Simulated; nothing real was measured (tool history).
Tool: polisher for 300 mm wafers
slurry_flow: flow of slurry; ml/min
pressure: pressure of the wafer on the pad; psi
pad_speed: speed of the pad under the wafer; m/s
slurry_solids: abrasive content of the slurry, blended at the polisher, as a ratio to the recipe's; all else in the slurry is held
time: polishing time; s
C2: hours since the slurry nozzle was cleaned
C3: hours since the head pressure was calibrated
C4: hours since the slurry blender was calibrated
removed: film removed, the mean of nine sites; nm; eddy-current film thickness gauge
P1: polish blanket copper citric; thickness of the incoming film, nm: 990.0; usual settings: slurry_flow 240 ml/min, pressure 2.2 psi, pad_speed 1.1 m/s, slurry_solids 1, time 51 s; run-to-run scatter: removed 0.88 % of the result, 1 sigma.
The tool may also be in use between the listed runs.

{"run": 1, "hour": 11.4, "slurry_flow": 240, "pressure": 2.2, "pad_speed": 1.1, "slurry_solids": 1, "time": 51, "wafers polished on this pad": 637, "C2": 180.9, "C3": 252.5, "C4": 142.7, "removed": 96.934}
{"run": 2, "hour": 20.0, "slurry_flow": 240, "pressure": 2.2, "pad_speed": 1.1, "slurry_solids": 1, "time": 51, "wafers polished on this pad": 732, "C2": 189.5, "C3": 261.1, "C4": 151.3, "removed": 97.414}
{"run": 3, "hour": 31.8, "slurry_flow": 240, "pressure": 2.2, "pad_speed": 1.1, "slurry_solids": 0.7, "time": 51, "wafers polished on this pad": 863, "C2": 201.3, "C3": 272.9, "C4": 163.1, "removed": 90.387}
{"run": 4, "hour": 46.5, "slurry_flow": 240, "pressure": 2.2, "pad_speed": 1.74, "slurry_solids": 1, "time": 51, "wafers polished on this pad": 1025, "C2": 216, "C3": 287.6, "C4": 177.8, "removed": 153.38}
{"run": 5, "hour": 56.7, "slurry_flow": 240, "pressure": 2.2, "pad_speed": 1.1, "slurry_solids": 1, "time": 51, "wafers polished on this pad": 1137, "C2": 226.2, "C3": 297.8, "C4": 188, "removed": 98.423}
{"run": 6, "hour": 72.4, "slurry_flow": 240, "pressure": 1, "pad_speed": 1.1, "slurry_solids": 1, "time": 51, "wafers polished on this pad": 1311, "C2": 241.9, "C3": 313.5, "C4": 203.7, "removed": 46.012}
{"run": 7, "hour": 84.1, "slurry_flow": 240, "pressure": 3.4, "pad_speed": 1.1, "slurry_solids": 1, "time": 51, "wafers polished on this pad": 1440, "C2": 253.6, "C3": 325.2, "C4": 215.4, "removed": 150.06}
{"run": 8, "hour": 93.5, "slurry_flow": 240, "pressure": 2.2, "pad_speed": 0.5, "slurry_solids": 1, "time": 51, "wafers polished on this pad": 1544, "C2": 263, "C3": 334.6, "C4": 224.8, "removed": 45.933}
{"run": 9, "hour": 102.9, "slurry_flow": 240, "pressure": 2.2, "pad_speed": 1.1, "slurry_solids": 1, "time": 80, "wafers polished on this pad": 1648, "C2": 272.4, "C3": 344, "C4": 234.2, "removed": 152.5}
{"hour": 108.1, "done": "worn pad replaced by a new one"}
{"run": 10, "hour": 109.9, "slurry_flow": 240, "pressure": 2.2, "pad_speed": 1.1, "slurry_solids": 1, "time": 51, "wafers polished on this pad": 20, "C2": 279.4, "C3": 351, "C4": 241.2, "removed": 99.195}
{"run": 11, "hour": 123.3, "slurry_flow": 145, "pressure": 2.2, "pad_speed": 1.1, "slurry_solids": 1, "time": 51, "wafers polished on this pad": 167, "C2": 292.8, "C3": 364.4, "C4": 254.6, "removed": 90.214}
{"run": 12, "hour": 134.1, "slurry_flow": 240, "pressure": 2.2, "pad_speed": 1.1, "slurry_solids": 1, "time": 51, "wafers polished on this pad": 287, "C2": 303.6, "C3": 375.2, "C4": 265.4, "removed": 98.841}
{"run": 13, "hour": 142.9, "slurry_flow": 240, "pressure": 2.2, "pad_speed": 1.1, "slurry_solids": 1, "time": 51, "wafers polished on this pad": 384, "C2": 312.4, "C3": 384, "C4": 274.2, "removed": 97.119}
{"run": 14, "hour": 152.8, "slurry_flow": 240, "pressure": 3, "pad_speed": 1.58, "slurry_solids": 1, "time": 51, "wafers polished on this pad": 493, "C2": 322.3, "C3": 393.9, "C4": 284.1, "removed": 189.02}
{"run": 15, "hour": 166.2, "slurry_flow": 240, "pressure": 2.2, "pad_speed": 1.1, "slurry_solids": 1, "time": 23, "wafers polished on this pad": 641, "C2": 335.7, "C3": 407.3, "C4": 297.5, "removed": 43.807}
{"run": 16, "hour": 178.8, "slurry_flow": 240, "pressure": 2.2, "pad_speed": 1.1, "slurry_solids": 1.45, "time": 51, "wafers polished on this pad": 780, "C2": 348.3, "C3": 419.9, "C4": 310.1, "removed": 105.56}
{"run": 17, "hour": 185.7, "slurry_flow": 240, "pressure": 2.2, "pad_speed": 1.1, "slurry_solids": 1, "time": 51, "wafers polished on this pad": 856, "C2": 355.2, "C3": 426.8, "C4": 317, "removed": 97.963}
{"run": 18, "hour": 200.2, "slurry_flow": 315, "pressure": 2.2, "pad_speed": 1.1, "slurry_solids": 1, "time": 51, "wafers polished on this pad": 1016, "C2": 369.7, "C3": 441.3, "C4": 331.5, "removed": 100.21}
{"run": 19, "hour": 207.0, "slurry_flow": 240, "pressure": 2.2, "pad_speed": 1.1, "slurry_solids": 1, "time": 51, "wafers polished on this pad": 1091, "C2": 376.5, "C3": 448.1, "C4": 338.3, "removed": 96.94}
{"run": 20, "hour": 215.6, "slurry_flow": 240, "pressure": 2.2, "pad_speed": 1.1, "slurry_solids": 1, "time": 51, "wafers polished on this pad": 1186, "C2": 385.1, "C3": 456.7, "C4": 346.9, "removed": 96.652}
{"run": 21, "hour": 227.3, "slurry_flow": 240, "pressure": 2.2, "pad_speed": 1.1, "slurry_solids": 1, "time": 51, "wafers polished on this pad": 1316, "C2": 396.8, "C3": 468.4, "C4": 358.6, "removed": 92.275}
{"run": 22, "hour": 235.8, "slurry_flow": 240, "pressure": 2.2, "pad_speed": 1.1, "slurry_solids": 1, "time": 51, "wafers polished on this pad": 1409, "C2": 405.3, "C3": 476.9, "C4": 367.1, "removed": 93.296}
{"run": 23, "hour": 245.0, "slurry_flow": 240, "pressure": 2.2, "pad_speed": 1.1, "slurry_solids": 1, "time": 51, "wafers polished on this pad": 1511, "C2": 414.5, "C3": 486.1, "C4": 376.3, "removed": 91.285}
{"run": 24, "hour": 259.4, "slurry_flow": 240, "pressure": 2.2, "pad_speed": 1.1, "slurry_solids": 1, "time": 51, "wafers polished on this pad": 1670, "C2": 428.9, "C3": 500.5, "C4": 390.7, "removed": 90.825}
{"hour": 260.2, "done": "worn pad replaced by a new one"}
{"hour": 261.5, "done": "head pressure recalibrated"}
{"run": 25, "hour": 268.6, "slurry_flow": 240, "pressure": 2.2, "pad_speed": 1.1, "slurry_solids": 1, "time": 51, "wafers polished on this pad": 93, "C2": 438.1, "C3": 7.2, "C4": 399.9, "removed": 91.163}
{"run": 26, "hour": 277.3, "slurry_flow": 240, "pressure": 2.2, "pad_speed": 1.1, "slurry_solids": 1, "time": 51, "wafers polished on this pad": 189, "C2": 446.8, "C3": 15.9, "C4": 408.6, "removed": 91.023}

Forecast run 27:
{"run": 27, "hour": 289.7, "slurry_flow": 240, "pressure": 2.2, "pad_speed": 1.1, "slurry_solids": 1, "time": 51, "wafers polished on this pad": 325, "C2": 459.2, "C3": 28.3, "C4": 421, "removed": "?"}

removed: 89.739 nm
